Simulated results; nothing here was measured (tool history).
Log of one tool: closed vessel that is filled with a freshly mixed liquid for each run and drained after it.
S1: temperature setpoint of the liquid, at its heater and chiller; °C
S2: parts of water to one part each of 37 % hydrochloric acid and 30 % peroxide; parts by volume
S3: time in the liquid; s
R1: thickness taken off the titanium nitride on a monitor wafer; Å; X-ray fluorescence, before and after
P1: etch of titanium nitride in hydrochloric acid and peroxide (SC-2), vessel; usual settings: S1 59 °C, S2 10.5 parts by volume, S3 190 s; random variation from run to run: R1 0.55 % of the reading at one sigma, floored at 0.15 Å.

| run | hour | S1 | S2 | S3 | R1 |
|---|---|---|---|---|---|
| 1 | 3.5 | 59 | 10.5 | 190 | 72.509 |
| 2 | 9.3 | 59 | 4 | 190 | 150.14 |
| 3 | 14.9 | 68.5 | 10.5 | 190 | 128.91 |
| 4 | 20 | 59 | 10.5 | 30 | 11.196 |
| 5 | 25.8 | 59 | 10.5 | 190 | 71.61 |
| 6 | 30.7 | 59 | 18.5 | 190 | 44.33 |
| 7 | 36.6 | 59 | 10.5 | 375 | 142.31 |
| 8 | 40.7 | 43.5 | 10.5 | 190 | 25.872 |
| 9 | 44.4 | 59 | 17.5 | 290 | 70.669 |
| 10 | 51.4 | 59 | 10.5 | 190 | 72.503 |
| 11 | 57.4 | 59 | 10.5 | 190 | 71.187 |
| 12 | 63 | 59 | 10.5 | 190 | 71.813 |

The next listed run, before its measurement:
| 13 | 66.2 | 59 | 10.5 | 190 | ? |

R1: 70.446 Å

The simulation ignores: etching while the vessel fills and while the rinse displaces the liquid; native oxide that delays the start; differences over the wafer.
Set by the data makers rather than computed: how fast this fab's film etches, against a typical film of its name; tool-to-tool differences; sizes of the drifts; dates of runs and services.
